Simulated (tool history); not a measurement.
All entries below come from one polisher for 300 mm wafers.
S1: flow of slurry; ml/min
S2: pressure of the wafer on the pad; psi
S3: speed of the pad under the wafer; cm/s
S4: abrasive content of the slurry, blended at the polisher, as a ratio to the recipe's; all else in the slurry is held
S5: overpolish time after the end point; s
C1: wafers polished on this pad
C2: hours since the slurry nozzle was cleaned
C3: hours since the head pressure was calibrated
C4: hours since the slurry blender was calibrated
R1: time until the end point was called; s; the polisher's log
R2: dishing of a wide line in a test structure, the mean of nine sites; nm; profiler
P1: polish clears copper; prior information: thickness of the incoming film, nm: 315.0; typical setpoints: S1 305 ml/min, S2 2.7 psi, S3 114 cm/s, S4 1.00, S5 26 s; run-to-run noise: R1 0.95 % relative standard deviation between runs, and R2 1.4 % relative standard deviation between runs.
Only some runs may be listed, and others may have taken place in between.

Run 1, hour 14.6: S1 305 ml/min, S2 2.7 psi, S3 114 cm/s, S4 1.00, S5 26 s; C1 305; C2 465.1; C3 121.5; C4 78.3. Result: R1 123.380 s, R2 39.508 nm.
Run 2, hour 26.8: S1 305 ml/min, S2 2.7 psi, S3 68 cm/s, S4 1.00, S5 26 s; C1 434; C2 477.3; C3 133.7; C4 90.5. Result: R1 209.400 s, R2 26.413 nm.
Run 3, hour 38.5: S1 305 ml/min, S2 2.7 psi, S3 114 cm/s, S4 1.00, S5 26 s; C1 558; C2 489.0; C3 145.4; C4 102.2. Result: R1 124.660 s, R2 39.361 nm.
Run 4, hour 51.8: S1 305 ml/min, S2 2.7 psi, S3 114 cm/s, S4 1.00, S5 8 s; C1 699; C2 502.3; C3 158.7; C4 115.5. Result: R1 124.880 s, R2 15.002 nm.
Run 5, hour 64.9: S1 305 ml/min, S2 2.7 psi, S3 114 cm/s, S4 1.00, S5 26 s; C1 838; C2 515.4; C3 171.8; C4 128.6. Result: R1 124.900 s, R2 39.896 nm.
Run 6, hour 73.3: S1 305 ml/min, S2 2.7 psi, S3 114 cm/s, S4 1.00, S5 26 s; C1 927; C2 523.8; C3 180.2; C4 137.0. Result: R1 124.640 s, R2 38.051 nm.
Run 7, hour 85.4: S1 305 ml/min, S2 2.7 psi, S3 178 cm/s, S4 1.00, S5 26 s; C1 1055; C2 535.9; C3 192.3; C4 149.1. Result: R1 77.688 s, R2 51.543 nm.
Run 8, hour 96.4: S1 305 ml/min, S2 2.7 psi, S3 114 cm/s, S4 1.00, S5 26 s; C1 1171; C2 546.9; C3 203.3; C4 160.1. Result: R1 123.250 s, R2 39.977 nm.
Run 9, hour 108.6: S1 305 ml/min, S2 2.7 psi, S3 114 cm/s, S4 1.35, S5 8 s; C1 1300; C2 559.1; C3 215.5; C4 172.3. Result: R1 116.390 s, R2 15.749 nm.
Run 10, hour 121.9: S1 305 ml/min, S2 2.1 psi, S3 114 cm/s, S4 0.55, S5 26 s; C1 1441; C2 572.4; C3 228.8; C4 185.6. Result: R1 176.880 s, R2 29.077 nm.
Run 11, hour 132.0: S1 305 ml/min, S2 4.0 psi, S3 114 cm/s, S4 1.00, S5 26 s; C1 1548; C2 582.5; C3 238.9; C4 195.7. Result: R1 82.576 s, R2 53.267 nm.
Run 12, hour 145.2: S1 305 ml/min, S2 1.2 psi, S3 114 cm/s, S4 1.00, S5 26 s; C1 1688; C2 595.7; C3 252.1; C4 208.9. Result: R1 278.850 s, R2 19.655 nm.
Run 13, hour 156.6: S1 305 ml/min, S2 2.7 psi, S3 114 cm/s, S4 1.50, S5 26 s; C1 1809; C2 607.1; C3 263.5; C4 220.3. Result: R1 112.050 s, R2 43.003 nm.
Run 14, hour 169.7: S1 305 ml/min, S2 2.7 psi, S3 114 cm/s, S4 0.70, S5 26 s; C1 1948; C2 620.2; C3 276.6; C4 233.4. Result: R1 134.510 s, R2 36.805 nm.

Run 15 is up next; what results do you expect?
Run 15, hour 182.7: S1 305 ml/min, S2 2.7 psi, S3 114 cm/s, S4 1.00, S5 26 s; C1 2085; C2 633.2; C3 289.6; C4 246.4. Result: R1 ?, R2 ?.

Run 15 measured R1 124.020 s, R2 39.291 nm.

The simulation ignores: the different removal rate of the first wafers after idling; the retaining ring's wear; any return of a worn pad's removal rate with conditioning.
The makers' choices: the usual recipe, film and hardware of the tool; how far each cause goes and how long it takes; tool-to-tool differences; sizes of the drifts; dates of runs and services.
